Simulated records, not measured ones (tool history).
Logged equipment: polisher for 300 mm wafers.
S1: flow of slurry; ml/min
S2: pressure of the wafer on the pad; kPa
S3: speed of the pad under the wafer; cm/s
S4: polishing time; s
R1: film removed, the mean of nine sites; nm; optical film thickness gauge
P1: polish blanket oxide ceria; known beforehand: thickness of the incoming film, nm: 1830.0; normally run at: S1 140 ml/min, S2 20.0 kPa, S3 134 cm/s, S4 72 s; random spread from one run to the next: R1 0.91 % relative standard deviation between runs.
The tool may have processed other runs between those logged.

Run 1, hour 10.7: S1 140 ml/min, S2 20.0 kPa, S3 134 cm/s, S4 72 s. Result: R1 330.07 nm.
Run 2, hour 18.8: S1 210 ml/min, S2 20.0 kPa, S3 134 cm/s, S4 72 s. Result: R1 355.21 nm.
At hour 21.7: head pressure recalibrated.
At hour 26.0: slurry nozzle cleaned.
Run 3, hour 28.3: S1 140 ml/min, S2 20.0 kPa, S3 134 cm/s, S4 72 s. Result: R1 332.99 nm.
Run 4, hour 37.1: S1 140 ml/min, S2 20.0 kPa, S3 134 cm/s, S4 33 s. Result: R1 153.55 nm.
Run 5, hour 44.3: S1 140 ml/min, S2 20.0 kPa, S3 134 cm/s, S4 91 s. Result: R1 422.90 nm.
Run 6, hour 54.2: S1 140 ml/min, S2 25.5 kPa, S3 134 cm/s, S4 72 s. Result: R1 421.99 nm.
Run 7, hour 65.6: S1 140 ml/min, S2 20.0 kPa, S3 134 cm/s, S4 72 s. Result: R1 339.40 nm.
Run 8, hour 71.2: S1 90 ml/min, S2 20.0 kPa, S3 196 cm/s, S4 72 s. Result: R1 446.59 nm.
Run 9, hour 83.0: S1 140 ml/min, S2 20.0 kPa, S3 202 cm/s, S4 72 s. Result: R1 496.27 nm.
Run 10, hour 91.3: S1 215 ml/min, S2 20.0 kPa, S3 134 cm/s, S4 106 s. Result: R1 518.57 nm.
Run 11, hour 97.8: S1 205 ml/min, S2 20.0 kPa, S3 62 cm/s, S4 72 s. Result: R1 162.49 nm.
Run 12, hour 108.3: S1 85 ml/min, S2 20.0 kPa, S3 134 cm/s, S4 72 s. Result: R1 295.66 nm.
Run 13, hour 118.7: S1 140 ml/min, S2 12.4 kPa, S3 134 cm/s, S4 72 s. Result: R1 207.43 nm.
Run 14, hour 124.2: S1 140 ml/min, S2 20.0 kPa, S3 134 cm/s, S4 72 s. Result: R1 335.70 nm.
Run 15, hour 132.1: S1 140 ml/min, S2 20.0 kPa, S3 134 cm/s, S4 72 s. Result: R1 338.16 nm.
Run 16, hour 140.5: S1 140 ml/min, S2 20.0 kPa, S3 134 cm/s, S4 72 s. Result: R1 332.27 nm.
Run 17, hour 149.6: S1 140 ml/min, S2 20.0 kPa, S3 60 cm/s, S4 72 s. Result: R1 149.34 nm.
Run 18, hour 161.1: S1 140 ml/min, S2 20.0 kPa, S3 134 cm/s, S4 72 s. Result: R1 333.87 nm.
Run 19, hour 166.4: S1 140 ml/min, S2 20.0 kPa, S3 134 cm/s, S4 72 s. Result: R1 327.59 nm.
Run 20, hour 178.0: S1 140 ml/min, S2 20.0 kPa, S3 134 cm/s, S4 72 s. Result: R1 306.52 nm.
Run 21, hour 188.8: S1 140 ml/min, S2 20.0 kPa, S3 134 cm/s, S4 72 s. Result: R1 307.92 nm.
At hour 195.8: head pressure recalibrated.
Run 22, hour 197.5: S1 140 ml/min, S2 20.0 kPa, S3 134 cm/s, S4 72 s. Result: R1 302.33 nm.
Run 23, hour 206.6: S1 140 ml/min, S2 20.0 kPa, S3 134 cm/s, S4 72 s. Result: R1 304.61 nm.
Run 24, hour 217.9: S1 140 ml/min, S2 20.0 kPa, S3 134 cm/s, S4 72 s. Result: R1 301.47 nm.

The log shows P1 creeping away from where it was. Any of the 2 causes listed here, at the size stated for it, fits the log just as well as the others:
A: slurry flow missing at the pad, % = 36.6
B: removal rate lost through wear of the pad, % = 9.83
Creep in the process output first set in at about hour 161.1.
Other possible causes, and why each is ruled out:
head's pressure below its setpoint, %: serviced at hour 195.8, which brought nothing back

Of the 4 check runs below, each run on 2 wafers with the results averaged and each result still a question mark, which one would tell the listed causes apart?
Run check 1, hour 229.2: S1 140 ml/min, S2 20.0 kPa, S3 176 cm/s, S4 72 s. Result: R1 ?.
Run check 2, hour 229.2: S1 140 ml/min, S2 20.0 kPa, S3 60 cm/s, S4 72 s. Result: R1 ?.
Run check 3, hour 229.2: S1 140 ml/min, S2 15.2 kPa, S3 134 cm/s, S4 72 s. Result: R1 ?.
Run check 4, hour 229.2: S1 85 ml/min, S2 24.1 kPa, S3 134 cm/s, S4 72 s. Result: R1 ?.

Expected result of each check under each candidate cause:
  check  result    if A    if B
check 1      R1  395.24  395.26
check 2      R1  134.74  134.75
check 3      R1  228.28  228.30
check 4      R1  306.00  323.51
Distance between the nearest two causes, measured in the result of the check that separates them most: check 1 0.01 %; check 2 0.01 %; check 3 0.01 %; check 4 5.56 %
Only in check 4 would the causes give clearly different results; in the remaining checks their results would be nearly the same.

Check 4 was carried out, with these results: R1 321.30 nm. Which of the listed causes is responsible?

The cause is B: removal rate lost through wear of the pad, %.
